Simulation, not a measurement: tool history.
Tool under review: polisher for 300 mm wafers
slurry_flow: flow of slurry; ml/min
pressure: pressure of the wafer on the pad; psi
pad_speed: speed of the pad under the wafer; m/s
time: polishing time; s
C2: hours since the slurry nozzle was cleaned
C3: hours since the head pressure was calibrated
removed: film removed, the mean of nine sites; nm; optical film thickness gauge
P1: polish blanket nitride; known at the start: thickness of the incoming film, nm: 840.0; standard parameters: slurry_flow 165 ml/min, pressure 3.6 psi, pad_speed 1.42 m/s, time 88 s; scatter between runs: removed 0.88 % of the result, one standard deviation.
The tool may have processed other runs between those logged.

{"run": 1, "hour": 14.1, "slurry_flow": 165, "pressure": 3.6, "pad_speed": 1.42, "time": 88, "wafers polished on this pad": 784, "C2": 67.7, "C3": 385.9, "removed": 241.38}
{"run": 2, "hour": 24.9, "slurry_flow": 165, "pressure": 3.6, "pad_speed": 0.7, "time": 88, "wafers polished on this pad": 856, "C2": 78.5, "C3": 396.7, "removed": 138.57}
{"run": 3, "hour": 31.3, "slurry_flow": 165, "pressure": 5.2, "pad_speed": 1.42, "time": 88, "wafers polished on this pad": 899, "C2": 84.9, "C3": 403.1, "removed": 347.41}
{"run": 4, "hour": 44.9, "slurry_flow": 165, "pressure": 1.6, "pad_speed": 1.42, "time": 88, "wafers polished on this pad": 990, "C2": 98.5, "C3": 416.7, "removed": 107.12}
{"run": 5, "hour": 51.2, "slurry_flow": 210, "pressure": 3.6, "pad_speed": 2.14, "time": 88, "wafers polished on this pad": 1032, "C2": 104.8, "C3": 423, "removed": 350.09}
{"run": 6, "hour": 63.4, "slurry_flow": 165, "pressure": 3.6, "pad_speed": 1.42, "time": 88, "wafers polished on this pad": 1113, "C2": 117, "C3": 435.2, "removed": 242.34}
{"run": 7, "hour": 69.8, "slurry_flow": 165, "pressure": 3.6, "pad_speed": 1.42, "time": 88, "wafers polished on this pad": 1156, "C2": 123.4, "C3": 441.6, "removed": 242.41}
{"run": 8, "hour": 77.0, "slurry_flow": 165, "pressure": 3.6, "pad_speed": 1.42, "time": 88, "wafers polished on this pad": 1204, "C2": 130.6, "C3": 448.8, "removed": 243.53}
{"run": 9, "hour": 85.4, "slurry_flow": 165, "pressure": 3.6, "pad_speed": 1.42, "time": 88, "wafers polished on this pad": 1260, "C2": 139, "C3": 457.2, "removed": 240.56}
{"run": 10, "hour": 98.9, "slurry_flow": 165, "pressure": 3.6, "pad_speed": 1.42, "time": 119, "wafers polished on this pad": 1351, "C2": 152.5, "C3": 470.7, "removed": 330.41}
{"hour": 100.4, "done": "head pressure recalibrated"}
{"run": 11, "hour": 106.1, "slurry_flow": 165, "pressure": 3.6, "pad_speed": 1.42, "time": 40, "wafers polished on this pad": 1399, "C2": 159.7, "C3": 5.8, "removed": 109.91}
{"run": 12, "hour": 114.0, "slurry_flow": 165, "pressure": 3.6, "pad_speed": 1.42, "time": 88, "wafers polished on this pad": 1452, "C2": 167.6, "C3": 13.7, "removed": 243.96}
{"run": 13, "hour": 127.7, "slurry_flow": 260, "pressure": 3.6, "pad_speed": 1.42, "time": 88, "wafers polished on this pad": 1543, "C2": 181.3, "C3": 27.4, "removed": 256.56}
{"run": 14, "hour": 139.7, "slurry_flow": 165, "pressure": 3.6, "pad_speed": 2.16, "time": 88, "wafers polished on this pad": 1623, "C2": 193.3, "C3": 39.4, "removed": 333.69}
{"run": 15, "hour": 150.5, "slurry_flow": 165, "pressure": 3.6, "pad_speed": 1.42, "time": 88, "wafers polished on this pad": 1695, "C2": 204.1, "C3": 50.2, "removed": 239.66}
{"run": 16, "hour": 163.5, "slurry_flow": 100, "pressure": 3.6, "pad_speed": 1.42, "time": 88, "wafers polished on this pad": 1782, "C2": 217.1, "C3": 63.2, "removed": 216.66}
{"run": 17, "hour": 172.2, "slurry_flow": 165, "pressure": 3.6, "pad_speed": 1.42, "time": 88, "wafers polished on this pad": 1840, "C2": 225.8, "C3": 71.9, "removed": 242.83}
{"run": 18, "hour": 182.4, "slurry_flow": 165, "pressure": 3.6, "pad_speed": 1.42, "time": 88, "wafers polished on this pad": 1909, "C2": 236, "C3": 82.1, "removed": 235.98}
{"run": 19, "hour": 194.8, "slurry_flow": 165, "pressure": 3.6, "pad_speed": 1.42, "time": 88, "wafers polished on this pad": 1991, "C2": 248.4, "C3": 94.5, "removed": 228.84}
{"run": 20, "hour": 201.3, "slurry_flow": 165, "pressure": 3.6, "pad_speed": 1.42, "time": 88, "wafers polished on this pad": 2035, "C2": 254.9, "C3": 101, "removed": 227.43}
{"run": 21, "hour": 210.5, "slurry_flow": 165, "pressure": 3.6, "pad_speed": 1.42, "time": 88, "wafers polished on this pad": 2096, "C2": 264.1, "C3": 110.2, "removed": 226.41}
{"run": 22, "hour": 216.7, "slurry_flow": 165, "pressure": 3.6, "pad_speed": 1.42, "time": 88, "wafers polished on this pad": 2138, "C2": 270.3, "C3": 116.4, "removed": 221.16}
{"run": 23, "hour": 224.8, "slurry_flow": 165, "pressure": 3.6, "pad_speed": 1.42, "time": 88, "wafers polished on this pad": 2192, "C2": 278.4, "C3": 124.5, "removed": 221.95}

Expected results for the next run?
{"hour": 229.4, "done": "head pressure recalibrated"}
{"run": 24, "hour": 231.6, "slurry_flow": 165, "pressure": 3.6, "pad_speed": 1.42, "time": 88, "wafers polished on this pad": 2237, "C2": 285.2, "C3": 2.2, "removed": "?"}

Run 24 measured removed 222.11 nm.
